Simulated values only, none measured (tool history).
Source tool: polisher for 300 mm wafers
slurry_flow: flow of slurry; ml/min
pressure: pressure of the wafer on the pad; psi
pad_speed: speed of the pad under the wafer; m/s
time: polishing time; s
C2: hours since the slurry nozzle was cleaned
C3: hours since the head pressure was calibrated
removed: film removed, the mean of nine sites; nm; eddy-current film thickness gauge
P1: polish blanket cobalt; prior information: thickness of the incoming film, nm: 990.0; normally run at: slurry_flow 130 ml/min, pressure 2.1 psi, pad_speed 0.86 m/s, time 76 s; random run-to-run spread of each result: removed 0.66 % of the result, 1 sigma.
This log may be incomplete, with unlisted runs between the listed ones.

{"run": 1, "hour": 5.3, "slurry_flow": 130, "pressure": 2.1, "pad_speed": 0.86, "time": 76, "wafers polished on this pad": 331, "C2": 400.4, "C3": 521, "removed": 318.99}
{"run": 2, "hour": 11.9, "slurry_flow": 130, "pressure": 2.7, "pad_speed": 0.86, "time": 76, "wafers polished on this pad": 409, "C2": 407, "C3": 527.6, "removed": 405.99}
{"hour": 14.3, "done": "slurry nozzle cleaned"}
{"run": 3, "hour": 17.0, "slurry_flow": 130, "pressure": 2.1, "pad_speed": 0.86, "time": 76, "wafers polished on this pad": 469, "C2": 2.8, "C3": 532.7, "removed": 317.2}
{"run": 4, "hour": 25.0, "slurry_flow": 130, "pressure": 2.1, "pad_speed": 0.6, "time": 76, "wafers polished on this pad": 564, "C2": 10.8, "C3": 540.7, "removed": 221.78}
{"run": 5, "hour": 29.4, "slurry_flow": 130, "pressure": 2.1, "pad_speed": 0.86, "time": 98, "wafers polished on this pad": 616, "C2": 15.2, "C3": 545.1, "removed": 409.14}
{"run": 6, "hour": 37.2, "slurry_flow": 130, "pressure": 1.1, "pad_speed": 0.86, "time": 76, "wafers polished on this pad": 708, "C2": 23, "C3": 552.9, "removed": 166.76}
{"hour": 37.8, "done": "worn pad replaced by a new one"}
{"run": 7, "hour": 43.3, "slurry_flow": 130, "pressure": 2.1, "pad_speed": 1.36, "time": 76, "wafers polished on this pad": 65, "C2": 29.1, "C3": 559, "removed": 502.77}
{"run": 8, "hour": 49.7, "slurry_flow": 185, "pressure": 2.1, "pad_speed": 0.86, "time": 76, "wafers polished on this pad": 140, "C2": 35.5, "C3": 565.4, "removed": 336.75}
{"run": 9, "hour": 57.9, "slurry_flow": 80, "pressure": 2.1, "pad_speed": 0.86, "time": 36, "wafers polished on this pad": 237, "C2": 43.7, "C3": 573.6, "removed": 134.35}
{"run": 10, "hour": 66.7, "slurry_flow": 80, "pressure": 2.1, "pad_speed": 0.86, "time": 76, "wafers polished on this pad": 341, "C2": 52.5, "C3": 582.4, "removed": 284.56}
{"run": 11, "hour": 73.0, "slurry_flow": 130, "pressure": 2.1, "pad_speed": 0.86, "time": 51, "wafers polished on this pad": 415, "C2": 58.8, "C3": 588.7, "removed": 212.91}
{"run": 12, "hour": 78.3, "slurry_flow": 130, "pressure": 2.1, "pad_speed": 0.86, "time": 76, "wafers polished on this pad": 478, "C2": 64.1, "C3": 594, "removed": 319.01}
{"run": 13, "hour": 83.8, "slurry_flow": 130, "pressure": 2.1, "pad_speed": 0.86, "time": 76, "wafers polished on this pad": 543, "C2": 69.6, "C3": 599.5, "removed": 317.76}
{"run": 14, "hour": 91.2, "slurry_flow": 130, "pressure": 2.1, "pad_speed": 0.86, "time": 76, "wafers polished on this pad": 630, "C2": 77, "C3": 606.9, "removed": 321.26}
{"run": 15, "hour": 97.5, "slurry_flow": 180, "pressure": 2.1, "pad_speed": 0.54, "time": 76, "wafers polished on this pad": 704, "C2": 83.3, "C3": 613.2, "removed": 210.74}
{"run": 16, "hour": 105.3, "slurry_flow": 130, "pressure": 2.1, "pad_speed": 0.86, "time": 76, "wafers polished on this pad": 796, "C2": 91.1, "C3": 621, "removed": 319.91}
{"run": 17, "hour": 112.2, "slurry_flow": 130, "pressure": 2.1, "pad_speed": 0.86, "time": 76, "wafers polished on this pad": 878, "C2": 98, "C3": 627.9, "removed": 320.28}
{"run": 18, "hour": 118.1, "slurry_flow": 130, "pressure": 2.1, "pad_speed": 0.86, "time": 76, "wafers polished on this pad": 947, "C2": 103.9, "C3": 633.8, "removed": 307.68}
{"run": 19, "hour": 123.8, "slurry_flow": 130, "pressure": 2.1, "pad_speed": 0.86, "time": 76, "wafers polished on this pad": 1015, "C2": 109.6, "C3": 639.5, "removed": 302.39}
{"run": 20, "hour": 128.1, "slurry_flow": 130, "pressure": 2.1, "pad_speed": 0.86, "time": 76, "wafers polished on this pad": 1065, "C2": 113.9, "C3": 643.8, "removed": 296.98}
{"run": 21, "hour": 135.1, "slurry_flow": 130, "pressure": 2.1, "pad_speed": 0.86, "time": 76, "wafers polished on this pad": 1148, "C2": 120.9, "C3": 650.8, "removed": 288.82}
{"hour": 140.1, "done": "worn pad replaced by a new one"}
{"run": 22, "hour": 142.9, "slurry_flow": 130, "pressure": 2.1, "pad_speed": 0.86, "time": 76, "wafers polished on this pad": 33, "C2": 128.7, "C3": 658.6, "removed": 285.74}
{"run": 23, "hour": 146.9, "slurry_flow": 130, "pressure": 2.1, "pad_speed": 0.86, "time": 76, "wafers polished on this pad": 80, "C2": 132.7, "C3": 662.6, "removed": 283.21}
{"run": 24, "hour": 151.4, "slurry_flow": 130, "pressure": 2.1, "pad_speed": 0.86, "time": 76, "wafers polished on this pad": 133, "C2": 137.2, "C3": 667.1, "removed": 280.14}
{"run": 25, "hour": 155.5, "slurry_flow": 130, "pressure": 2.1, "pad_speed": 0.86, "time": 76, "wafers polished on this pad": 182, "C2": 141.3, "C3": 671.2, "removed": 281.36}

Run 26 comes next. What will it give?
{"run": 26, "hour": 162.8, "slurry_flow": 130, "pressure": 2.1, "pad_speed": 0.86, "time": 76, "wafers polished on this pad": 268, "C2": 148.6, "C3": 678.5, "removed": "?"}

{"run 26": {"removed": 281.29}}
